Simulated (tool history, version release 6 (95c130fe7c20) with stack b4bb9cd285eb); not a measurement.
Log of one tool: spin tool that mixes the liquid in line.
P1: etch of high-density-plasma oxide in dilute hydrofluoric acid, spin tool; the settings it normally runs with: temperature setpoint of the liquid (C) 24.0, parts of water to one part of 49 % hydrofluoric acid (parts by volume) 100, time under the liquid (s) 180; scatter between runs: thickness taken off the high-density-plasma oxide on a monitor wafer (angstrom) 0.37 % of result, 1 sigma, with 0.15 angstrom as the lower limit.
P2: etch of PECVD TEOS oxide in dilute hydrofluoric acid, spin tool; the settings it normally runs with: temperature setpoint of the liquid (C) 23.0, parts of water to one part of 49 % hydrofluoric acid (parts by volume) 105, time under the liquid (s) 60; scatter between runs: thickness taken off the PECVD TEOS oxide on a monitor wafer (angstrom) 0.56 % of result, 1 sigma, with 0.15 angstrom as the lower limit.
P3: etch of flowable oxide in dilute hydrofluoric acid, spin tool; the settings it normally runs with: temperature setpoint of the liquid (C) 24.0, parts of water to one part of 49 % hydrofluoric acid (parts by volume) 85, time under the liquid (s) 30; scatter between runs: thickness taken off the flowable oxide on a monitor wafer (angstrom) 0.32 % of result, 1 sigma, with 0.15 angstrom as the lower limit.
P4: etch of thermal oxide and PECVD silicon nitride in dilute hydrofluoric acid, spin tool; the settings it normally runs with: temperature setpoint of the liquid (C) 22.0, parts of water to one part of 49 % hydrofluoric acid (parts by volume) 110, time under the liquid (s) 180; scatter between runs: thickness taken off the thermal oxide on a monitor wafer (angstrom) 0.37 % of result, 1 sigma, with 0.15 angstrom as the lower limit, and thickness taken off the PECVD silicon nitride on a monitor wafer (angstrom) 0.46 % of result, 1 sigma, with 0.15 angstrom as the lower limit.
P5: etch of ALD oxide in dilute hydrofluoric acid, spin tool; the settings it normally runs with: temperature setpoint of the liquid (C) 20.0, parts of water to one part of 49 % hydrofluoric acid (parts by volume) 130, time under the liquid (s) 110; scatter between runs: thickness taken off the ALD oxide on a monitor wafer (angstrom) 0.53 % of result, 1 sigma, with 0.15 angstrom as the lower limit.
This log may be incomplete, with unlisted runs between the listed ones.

run   hour  process that ran  temperature setpoint of the liquid (C)  parts of water to one part of 49 % hydrofluoric acid (parts by volume)  time under the liquid (s)  hours since the thermometer was replaced  hours since the hydrofluoric acid flow meter was replaced  thickness taken off the high-density-plasma oxide on a monitor wafer (angstrom)  thickness taken off the PECVD TEOS oxide on a monitor wafer (angstrom)  thickness taken off the thermal oxide on a monitor wafer (angstrom)  thickness taken off the PECVD silicon nitride on a monitor wafer (angstrom)  thickness taken off the flowable oxide on a monitor wafer (angstrom)  thickness taken off the ALD oxide on a monitor wafer (angstrom)
  1   16.4                P1                                    24.0                                                                     100                        180                                     497.4                                                      246.7                                                                           98.307
  2   24.5                P2                                    23.0                                                                     105                         60                                     505.5                                                      254.8                                                                                                                                                   85.139
  3   35.3                P2                                    23.0                                                                      65                         60                                     516.3                                                      265.6                                                                                                                                                  143.270
  4   49.9                P4                                    22.0                                                                     110                        180                                     530.9                                                      280.2                                                                                                                                                                                                                        77.527                                                                       47.839
  5   60.8                P1                                    24.0                                                                     100                        325                                     541.8                                                      291.1                                                                          176.220
  6   69.6                P3                                    24.0                                                                     150                         30                                     550.6                                                      299.9                                                                                                                                                                                                                                                                                                                                                                            69.41
  7   79.7                P5                                    20.0                                                                     130                        110                                     560.7                                                      310.0                                                                                                                                                                                                                                                                                                                                                                                                                                            218.81
  8   91.4                P4                                    22.0                                                                     110                         50                                     572.4                                                      321.7                                                                                                                                                                                                                        21.542                                                                       13.388
  9  100.2                P1                                    24.0                                                                     100                        180                                     581.2                                                      330.5                                                                           98.222
 10  115.6                P1                                    28.5                                                                     100                         30                                     596.6                                                      345.9                                                                           19.420
 11  131.6                P1                                    24.0                                                                     100                        180                                     612.6                                                      361.9                                                                           98.660
 12  142.4                P1                                    24.0                                                                     100                        180                                     623.4                                                      372.7                                                                           98.485
     156.4  -- thermometer replaced
 13  157.5                P1                                    24.0                                                                      40                        180                                       1.2                                                      387.8                                                                          263.870
 14  166.3                P5                                    20.0                                                                     130                        185                                      10.0                                                      396.6                                                                                                                                                                                                                                                                                                                                                                                                                                            367.62
 15  180.6                P4                                    29.5                                                                     110                        180                                      24.3                                                      410.9                                                                                                                                                                                                                       103.540                                                                       76.464
 16  189.7                P1                                    24.0                                                                     100                        180                                      33.4                                                      420.0                                                                           98.199
 17  200.1                P4                                    22.0                                                                     110                        180                                      43.8                                                      430.4                                                                                                                                                                                                                        77.641                                                                       47.564
 18  207.9                P1                                    20.5                                                                     170                        180                                      51.6                                                      438.2                                                                           46.486
 19  216.0                P2                                    27.5                                                                     105                         60                                      59.7                                                      446.3                                                                                                                                                  102.230
 20  232.0                P2                                    23.0                                                                     105                         25                                      75.7                                                      462.3                                                                                                                                                   35.258
 21  247.1                P3                                    24.0                                                                      85                         30                                      90.8                                                      477.4                                                                                                                                                                                                                                                                                                                                                                           132.91

Run 22 is up next; what results do you expect?
 22  257.2                P1                                    24.0                                                                     100                         25                                     100.9                                                      487.5                                                                                ?

thickness taken off the high-density-plasma oxide on a monitor wafer (angstrom): 13.617
